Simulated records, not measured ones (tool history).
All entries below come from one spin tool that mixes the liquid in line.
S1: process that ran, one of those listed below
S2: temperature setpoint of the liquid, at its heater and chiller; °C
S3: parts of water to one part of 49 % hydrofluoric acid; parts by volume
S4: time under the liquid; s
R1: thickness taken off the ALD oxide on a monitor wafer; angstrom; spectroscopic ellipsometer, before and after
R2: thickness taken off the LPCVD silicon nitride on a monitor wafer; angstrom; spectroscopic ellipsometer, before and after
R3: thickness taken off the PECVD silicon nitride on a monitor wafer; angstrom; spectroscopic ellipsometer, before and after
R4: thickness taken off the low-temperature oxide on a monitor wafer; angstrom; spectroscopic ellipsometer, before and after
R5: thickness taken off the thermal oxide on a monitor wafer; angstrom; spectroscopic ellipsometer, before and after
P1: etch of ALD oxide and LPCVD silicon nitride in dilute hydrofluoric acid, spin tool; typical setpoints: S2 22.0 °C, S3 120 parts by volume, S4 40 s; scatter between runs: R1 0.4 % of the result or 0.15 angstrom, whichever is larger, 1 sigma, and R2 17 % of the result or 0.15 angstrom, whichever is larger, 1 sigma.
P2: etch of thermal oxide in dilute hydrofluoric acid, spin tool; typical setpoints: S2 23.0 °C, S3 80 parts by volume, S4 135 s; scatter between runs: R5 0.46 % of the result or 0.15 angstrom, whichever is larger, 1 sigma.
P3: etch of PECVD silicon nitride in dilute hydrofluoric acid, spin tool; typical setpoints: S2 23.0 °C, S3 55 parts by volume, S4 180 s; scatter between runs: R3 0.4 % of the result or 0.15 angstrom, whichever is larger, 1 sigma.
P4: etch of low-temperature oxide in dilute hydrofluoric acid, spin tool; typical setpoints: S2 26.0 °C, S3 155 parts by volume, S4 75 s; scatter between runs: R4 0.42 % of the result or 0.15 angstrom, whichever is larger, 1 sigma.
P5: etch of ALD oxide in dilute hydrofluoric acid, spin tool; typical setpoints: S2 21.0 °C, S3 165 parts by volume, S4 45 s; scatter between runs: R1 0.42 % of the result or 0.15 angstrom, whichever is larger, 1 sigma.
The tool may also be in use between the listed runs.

run 1 hour=5.2 | S1=P1 S2=22.0 S3=120 S4=40 | R1=54.449 R2=1.41690
run 2 hour=11.8 | S1=P1 S2=22.0 S3=120 S4=65 | R1=88.769 R2=2.19170
run 3 hour=16.7 | S1=P1 S2=22.0 S3=120 S4=40 | R1=55.174 R2=0.93785
run 4 hour=22.9 | S1=P3 S2=23.0 S3=55 S4=180 | R3=60.964
run 5 hour=27.8 | S1=P4 S2=26.0 S3=155 S4=75 | R4=59.283
run 6 hour=34.0 | S1=P1 S2=22.0 S3=205 S4=40 | R1=29.657 R2=0.53962
run 7 hour=38.0 | S1=P4 S2=33.5 S3=155 S4=75 | R4=77.791
run 8 hour=41.5 | S1=P2 S2=23.0 S3=80 S4=135 | R5=79.176
run 9 hour=45.8 | S1=P4 S2=26.0 S3=155 S4=75 | R4=59.497
run 10 hour=53.0 | S1=P5 S2=21.0 S3=165 S4=70 | R1=93.756
run 11 hour=57.1 | S1=P1 S2=22.0 S3=120 S4=40 | R1=54.755 R2=1.30400
run 12 hour=63.4 | S1=P5 S2=26.0 S3=165 S4=45 | R1=71.766
run 13 hour=70.2 | S1=P5 S2=21.0 S3=165 S4=45 | R1=59.845
run 14 hour=76.8 | S1=P1 S2=27.5 S3=120 S4=40 | R1=67.999 R2=2.53830
run 15 hour=83.2 | S1=P5 S2=21.0 S3=165 S4=45 | R1=60.027
run 16 hour=87.1 | S1=P3 S2=23.0 S3=55 S4=180 | R3=61.069
run 17 hour=93.8 | S1=P3 S2=27.5 S3=55 S4=180 | R3=82.320
run 18 hour=99.5 | S1=P2 S2=23.0 S3=20 S4=135 | R5=341.460
run 19 hour=102.8 | S1=P1 S2=26.0 S3=120 S4=55 | R1=88.222 R2=1.94610
run 20 hour=109.0 | S1=P4 S2=26.0 S3=45 S4=75 | R4=237.030
run 21 hour=115.8 | S1=P2 S2=23.0 S3=80 S4=35 | R5=20.743
run 22 hour=122.0 | S1=P1 S2=22.0 S3=35 S4=40 | R1=207.450 R2=6.46560
run 23 hour=125.5 | S1=P3 S2=23.0 S3=20 S4=180 | R3=162.320
run 24 hour=132.2 | S1=P1 S2=22.0 S3=120 S4=40 | R1=55.016 R2=1.29730
run 25 hour=138.4 | S1=P2 S2=29.0 S3=80 S4=135 | R5=100.570
run 26 hour=145.0 | S1=P4 S2=26.0 S3=155 S4=40 | R4=31.429
run 27 hour=149.3 | S1=P1 S2=22.0 S3=120 S4=40 | R1=55.169 R2=1.39070
run 28 hour=156.1 | S1=P1 S2=22.0 S3=120 S4=15 | R1=20.337 R2=0.53209
run 29 hour=159.4 | S1=P5 S2=21.0 S3=100 S4=45 | R1=106.320
run 30 hour=165.6 | S1=P3 S2=23.0 S3=55 S4=40 | R3=13.538
run 31 hour=169.7 | S1=P1 S2=17.0 S3=120 S4=40 | R1=44.940 R2=1.01470
run 32 hour=175.2 | S1=P1 S2=22.0 S3=120 S4=40 | R1=55.026 R2=1.98960
run 33 hour=180.6 | S1=P1 S2=22.0 S3=120 S4=40 | R1=54.538 R2=1.53340
run 34 hour=187.2 | S1=P1 S2=22.0 S3=120 S4=40 | R1=56.471 R2=1.69510
run 35 hour=193.7 | S1=P1 S2=22.0 S3=120 S4=40 | R1=57.049 R2=1.48060
run 36 hour=198.3 | S1=P1 S2=22.0 S3=120 S4=40 | R1=57.885 R2=1.79630
run 37 hour=202.5 | S1=P1 S2=22.0 S3=120 S4=40 | R1=58.338 R2=1.41370
run 38 hour=207.3 | S1=P1 S2=22.0 S3=120 S4=40 | R1=58.636 R2=1.71520
run 39 hour=212.5 | S1=P1 S2=22.0 S3=120 S4=40 | R1=58.707 R2=1.93680
run 40 hour=216.1 | S1=P1 S2=22.0 S3=120 S4=40 | R1=58.887 R2=1.87400
run 41 hour=220.3 | S1=P1 S2=22.0 S3=120 S4=40 | R1=58.597 R2=1.94320
run 42 hour=226.5 | S1=P1 S2=22.0 S3=120 S4=40 | R1=59.171 R2=1.98210
run 43 hour=231.3 | S1=P1 S2=22.0 S3=120 S4=40 | R1=58.750 R2=1.26260
run 44 hour=236.0 | S1=P1 S2=22.0 S3=120 S4=40 | R1=58.982 R2=1.67370

Compared with where it was, what P1 gives has crept away. Each cause listed below fits the log as well as the rest, at the size given for it:
A: liquid hotter than its thermometer reads (K) = 1.94
B: hydrofluoric acid flow above the setpoint (%) = 6.97
Onset of the creep was near hour 180.6.

Each of the 4 check runs below uses one wafer; its results are left as question marks. Which run tells the causes apart?
run check 1 hour=240.7 | S1=P4 S2=26.0 S3=155 S4=75 | R4=?
run check 2 hour=240.7 | S1=P2 S2=23.0 S3=80 S4=135 | R5=?
run check 3 hour=240.7 | S1=P5 S2=21.0 S3=165 S4=45 | R1=?
run check 4 hour=240.7 | S1=P3 S2=23.0 S3=55 S4=180 | R3=?

Outcome of each check run for each possible cause:
check=check_1 result=R4 if_A=64.008 if_B=64.509
check=check_2 result=R5 if_A=85.344 if_B=84.985
check=check_3 result=R1 if_A=64.693 if_B=64.934
check=check_4 result=R3 if_A=69.257 if_B=64.917
Distance between the nearest two causes, measured in the result of the check that separates them most: check 1 0.78 %; check 2 0.42 %; check 3 0.37 %; check 4 6.47 %
Only in check 4 would the causes give clearly different results; in the remaining checks their results would be nearly the same.

Running check 4 produced the following: R3 69.008 angstrom. Which one of the listed causes fits?

A is the cause: liquid hotter than its thermometer reads (K).
